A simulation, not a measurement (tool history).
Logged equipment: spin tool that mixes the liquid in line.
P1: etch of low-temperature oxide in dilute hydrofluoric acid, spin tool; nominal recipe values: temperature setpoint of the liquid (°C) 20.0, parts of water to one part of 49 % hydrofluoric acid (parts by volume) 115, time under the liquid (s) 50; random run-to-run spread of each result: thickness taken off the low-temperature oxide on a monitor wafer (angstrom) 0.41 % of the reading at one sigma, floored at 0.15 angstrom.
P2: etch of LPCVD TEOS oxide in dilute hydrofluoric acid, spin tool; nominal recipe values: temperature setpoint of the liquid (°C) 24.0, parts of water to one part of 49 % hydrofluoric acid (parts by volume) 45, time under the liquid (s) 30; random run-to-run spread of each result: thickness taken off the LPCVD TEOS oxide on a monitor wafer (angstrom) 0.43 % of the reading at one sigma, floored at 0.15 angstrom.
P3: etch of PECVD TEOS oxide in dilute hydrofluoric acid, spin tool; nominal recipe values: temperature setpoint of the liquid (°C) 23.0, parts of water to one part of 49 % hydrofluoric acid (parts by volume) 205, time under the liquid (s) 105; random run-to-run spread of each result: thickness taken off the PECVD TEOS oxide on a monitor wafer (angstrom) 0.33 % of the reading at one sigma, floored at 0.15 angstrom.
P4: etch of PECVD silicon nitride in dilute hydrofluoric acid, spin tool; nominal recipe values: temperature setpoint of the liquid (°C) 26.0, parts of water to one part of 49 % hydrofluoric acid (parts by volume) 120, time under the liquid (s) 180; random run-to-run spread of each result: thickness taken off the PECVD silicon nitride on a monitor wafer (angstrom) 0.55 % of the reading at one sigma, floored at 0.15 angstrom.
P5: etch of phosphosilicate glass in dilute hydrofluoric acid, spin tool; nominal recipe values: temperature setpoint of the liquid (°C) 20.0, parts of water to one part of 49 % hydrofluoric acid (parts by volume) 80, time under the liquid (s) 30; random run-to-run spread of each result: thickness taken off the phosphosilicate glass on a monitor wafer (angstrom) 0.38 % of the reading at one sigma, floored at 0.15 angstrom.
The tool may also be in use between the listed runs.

run	hour	process that ran	temperature setpoint of the liquid (°C)	parts of water to one part of 49 % hydrofluoric acid (parts by volume)	time under the liquid (s)	hours since the thermometer was replaced	hours since the hydrofluoric acid flow meter was replaced	thickness taken off the low-temperature oxide on a monitor wafer (angstrom)	thickness taken off the PECVD silicon nitride on a monitor wafer (angstrom)	thickness taken off the LPCVD TEOS oxide on a monitor wafer (angstrom)	thickness taken off the PECVD TEOS oxide on a monitor wafer (angstrom)	thickness taken off the phosphosilicate glass on a monitor wafer (angstrom)
1	2.4	P1	20.0	115	50	309.2	125.7	53.210				
2	6.8	P1	20.0	115	50	313.6	130.1	53.427				
3	9.6	P4	26.0	120	55	316.4	132.9		12.740			
4	12.0	P1	20.0	115	50	318.8	135.3	52.683				
5	16.6	P2	32.5	45	30	323.4	139.9			284.08		
6	21.5	P3	17.0	205	105	328.3	144.8				73.181	
7	25.1	P5	17.0	80	30	331.9	148.4					301.11
8	29.6	P1	17.0	185	50	336.4	152.9	27.606				
9	33.6	P4	26.0	120	180	340.4	156.9		41.486			
10	38.5	P4	26.0	120	180	345.3	161.8		41.821			
11	42.7	P2	24.0	45	30	349.5	166.0			202.83		
12	46.2	P4	19.0	120	180	353.0	169.5		26.770			
13	49.7	P1	20.0	165	50	356.5	173.0	35.127				
14	52.5	P2	24.0	30	30	359.3	175.8			310.93		
15	57.5	P4	26.0	25	180	364.3	180.8		197.380			
16	61.6	P1	20.0	115	90	368.4	184.9	95.620				
17	66.7	P5	20.0	80	15	373.5	190.0					171.69
18	70.3	P1	20.0	115	50	377.1	193.6	52.547				
19	73.3	P5	20.0	80	30	380.1	196.6					339.91
20	76.9	P1	17.0	180	50	383.7	200.2	28.376				
21	80.1	P1	20.0	40	50	386.9	203.4	166.080				
22	83.3	P1	20.0	115	25	390.1	206.6	26.721				
23	87.7	P1	24.0	115	50	394.5	211.0	62.707				
24	91.4	P3	23.0	205	105	398.2	214.7				92.616	
25	95.3	P3	23.0	45	105	402.1	218.6				510.620	
26	99.9	P1	20.0	115	50	406.7	223.2	52.938				
27	104.6	P3	23.0	205	15	411.4	227.9				13.090	
28	107.7	P1	20.0	115	50	414.5	231.0	53.096				
29	112.6	P5	20.0	135	30	419.4	235.9					190.78
30	116.7	P2	24.0	45	55	423.5	240.0			372.07		
31	120.2	P1	20.0	115	50	427.0	243.5	53.489				
32	124.9	P1	17.0	115	50	431.7	248.2	46.939				
33	128.2	P1	20.0	115	50	435.0	251.5	52.833				
34	133.0	P1	20.0	115	50	439.8	256.3	51.683				
35	136.5	P1	20.0	115	50	443.3	259.8	50.640				
36	141.5	P1	20.0	115	50	448.3	264.8	50.118				
37	146.4	P1	20.0	115	50	453.2	269.7	49.795				
38	149.2	P1	20.0	115	50	456.0	272.5	49.359				
39	153.1	P1	20.0	115	50	459.9	276.4	49.836				
40	158.2	P1	20.0	115	50	465.0	281.5	49.594				
41	161.5	P1	20.0	115	50	468.3	284.8	49.468				
42	164.8	P1	20.0	115	50	471.6	288.1	49.011				

P1 has crept away from where it was. The log is fitted equally well by each of these 2 causes, at the sizes shown:
A: hydrofluoric acid flow below the setpoint (%) = 6.54
B: liquid colder than its thermometer reads (K) = 1.87
The creep began at about hour 128.2.

Each of the check runs listed below is run on 3 wafers and reports their average, with the results left as question marks. Pick the one under which the possible causes would lead to clearly different results.
check 1	168.1	P2	32.0	45	45					?		
check 2	168.1	P4	22.0	120	70				?			
check 3	168.1	P3	17.0	205	15						?	
check 4	168.1	P5	17.0	135	30							?

Outcome of each check run for each possible cause:
check	result	if A	if B
check 1	thickness taken off the LPCVD TEOS oxide on a monitor wafer (angstrom)	389.22	389.09
check 2	thickness taken off the PECVD silicon nitride on a monitor wafer (angstrom)	11.787	11.114
check 3	thickness taken off the PECVD TEOS oxide on a monitor wafer (angstrom)	9.6441	9.6972
check 4	thickness taken off the phosphosilicate glass on a monitor wafer (angstrom)	156.27	156.10
Minimum pairwise separation of causes per check, each pair taken at its best-separating result: check 1 0.03 %; check 2 5.88 %; check 3 0.55 %; check 4 0.11 %
Check 2 is the one run that separates the causes; every other check would come out nearly the same whichever cause is at work.

After running check 2, the following was obtained: thickness taken off the PECVD silicon nitride on a monitor wafer (angstrom) 11.901. Which cause does this point to?

It is A: hydrofluoric acid flow below the setpoint (%).
